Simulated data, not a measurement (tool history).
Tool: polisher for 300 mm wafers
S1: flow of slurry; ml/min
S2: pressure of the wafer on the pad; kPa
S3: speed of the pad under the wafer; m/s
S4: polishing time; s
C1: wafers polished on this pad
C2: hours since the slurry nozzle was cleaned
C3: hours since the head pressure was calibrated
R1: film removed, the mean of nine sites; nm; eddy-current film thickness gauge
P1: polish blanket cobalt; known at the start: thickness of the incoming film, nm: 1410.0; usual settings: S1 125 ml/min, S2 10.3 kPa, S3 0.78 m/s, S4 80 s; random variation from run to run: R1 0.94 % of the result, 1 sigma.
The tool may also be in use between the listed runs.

| run | hour | S1 | S2 | S3 | S4 | C1 | C2 | C3 | R1 |
|---|---|---|---|---|---|---|---|---|---|
| 1 | 7.9 | 125 | 10.3 | 0.78 | 80 | 851 | 246.7 | 168.7 | 255.48 |
| 2 | 12.4 | 125 | 10.3 | 0.78 | 80 | 896 | 251.2 | 173.2 | 262.72 |
| 3 | 17.5 | 125 | 10.3 | 0.78 | 80 | 946 | 256.3 | 178.3 | 257.12 |
| 4 | 26.4 | 165 | 10.3 | 0.78 | 80 | 1035 | 265.2 | 187.2 | 270.69 |
| 5 | 31.5 | 125 | 10.3 | 0.78 | 80 | 1085 | 270.3 | 192.3 | 255.89 |
|  | 38.6 | slurry nozzle cleaned |
| 6 | 39.2 | 75 | 10.3 | 0.78 | 80 | 1161 | 0.6 | 200.0 | 221.10 |
| 7 | 44.4 | 125 | 10.3 | 1.08 | 80 | 1213 | 5.8 | 205.2 | 357.34 |
| 8 | 51.8 | 125 | 6.2 | 0.78 | 80 | 1286 | 13.2 | 212.6 | 154.24 |
| 9 | 60.7 | 75 | 10.3 | 0.78 | 49 | 1374 | 22.1 | 221.5 | 137.10 |
| 10 | 68.4 | 125 | 10.3 | 0.78 | 80 | 1451 | 29.8 | 229.2 | 257.00 |
| 11 | 73.7 | 125 | 10.3 | 0.38 | 80 | 1503 | 35.1 | 234.5 | 127.39 |
| 12 | 82.9 | 125 | 10.3 | 0.78 | 80 | 1594 | 44.3 | 243.7 | 254.74 |
| 13 | 90.3 | 125 | 10.3 | 0.78 | 36 | 1667 | 51.7 | 251.1 | 115.97 |
| 14 | 99.3 | 125 | 15.9 | 0.78 | 80 | 1757 | 60.7 | 260.1 | 389.30 |
| 15 | 103.3 | 125 | 10.3 | 0.78 | 111 | 1796 | 64.7 | 264.1 | 352.05 |
| 16 | 110.2 | 85 | 10.3 | 0.42 | 80 | 1865 | 71.6 | 271.0 | 126.90 |
| 17 | 114.2 | 125 | 10.3 | 0.78 | 80 | 1904 | 75.6 | 275.0 | 258.37 |
| 18 | 122.3 | 125 | 6.2 | 0.78 | 123 | 1984 | 83.7 | 283.1 | 239.08 |
| 19 | 130.7 | 125 | 10.3 | 0.78 | 80 | 2068 | 92.1 | 291.5 | 257.30 |
| 20 | 136.1 | 125 | 10.3 | 0.78 | 80 | 2121 | 97.5 | 296.9 | 255.14 |
| 21 | 144.3 | 125 | 10.3 | 0.78 | 80 | 2202 | 105.7 | 305.1 | 248.07 |
| 22 | 150.5 | 125 | 10.3 | 0.78 | 80 | 2264 | 111.9 | 311.3 | 245.12 |
| 23 | 156.8 | 125 | 10.3 | 0.78 | 80 | 2326 | 118.2 | 317.6 | 234.52 |
| 24 | 162.3 | 125 | 10.3 | 0.78 | 80 | 2381 | 123.7 | 323.1 | 236.90 |
|  | 167.3 | worn pad replaced by a new one |
| 25 | 167.3 | 125 | 10.3 | 0.78 | 80 | 0 | 128.7 | 328.1 | 234.74 |
| 26 | 171.8 | 125 | 10.3 | 0.78 | 80 | 45 | 133.2 | 332.6 | 234.23 |
| 27 | 180.6 | 125 | 10.3 | 0.78 | 80 | 132 | 142.0 | 341.4 | 232.84 |
| 28 | 187.9 | 125 | 10.3 | 0.78 | 80 | 204 | 149.3 | 348.7 | 230.25 |
| 29 | 195.8 | 125 | 10.3 | 0.78 | 80 | 282 | 157.2 | 356.6 | 230.63 |

What P1 gives has crept away from where it was. These 2 causes fit the log equally well, each at the size given:
A: head's pressure below its setpoint, % = 9.4
B: slurry flow missing at the pad, % = 32.8
The creep began at about hour 130.7.
Why every other cause is out:
removal rate lost through wear of the pad, %: serviced at hour 167.3, which brought nothing back

4 check runs are offered, each on 2 wafers whose results are averaged, their results left as question marks. Which one tells the causes apart?
| check 1 | 203.7 | 125 | 8.3 | 0.78 | 80 |  |  |  | ? |
| check 2 | 203.7 | 125 | 8.3 | 0.78 | 108 |  |  |  | ? |
| check 3 | 203.7 | 75 | 8.3 | 0.78 | 80 |  |  |  | ? |
| check 4 | 203.7 | 125 | 10.3 | 0.98 | 80 |  |  |  | ? |

What each check would give under each cause:
| check | result | if A | if B |
|---|---|---|---|
| check 1 | R1 | 186.32 | 186.34 |
| check 2 | R1 | 251.53 | 251.56 |
| check 3 | R1 | 163.03 | 154.60 |
| check 4 | R1 | 292.61 | 292.65 |
How far apart the two closest causes lie, in the result that separates them most: check 1 0.01 %; check 2 0.01 %; check 3 5.31 %; check 4 0.01 %
Check 3 tells the causes apart: in the others they would give nearly the same result.

Then check 3 was run and gave: R1 153.82 nm. Which cause is it?

It is B: slurry flow missing at the pad, %.
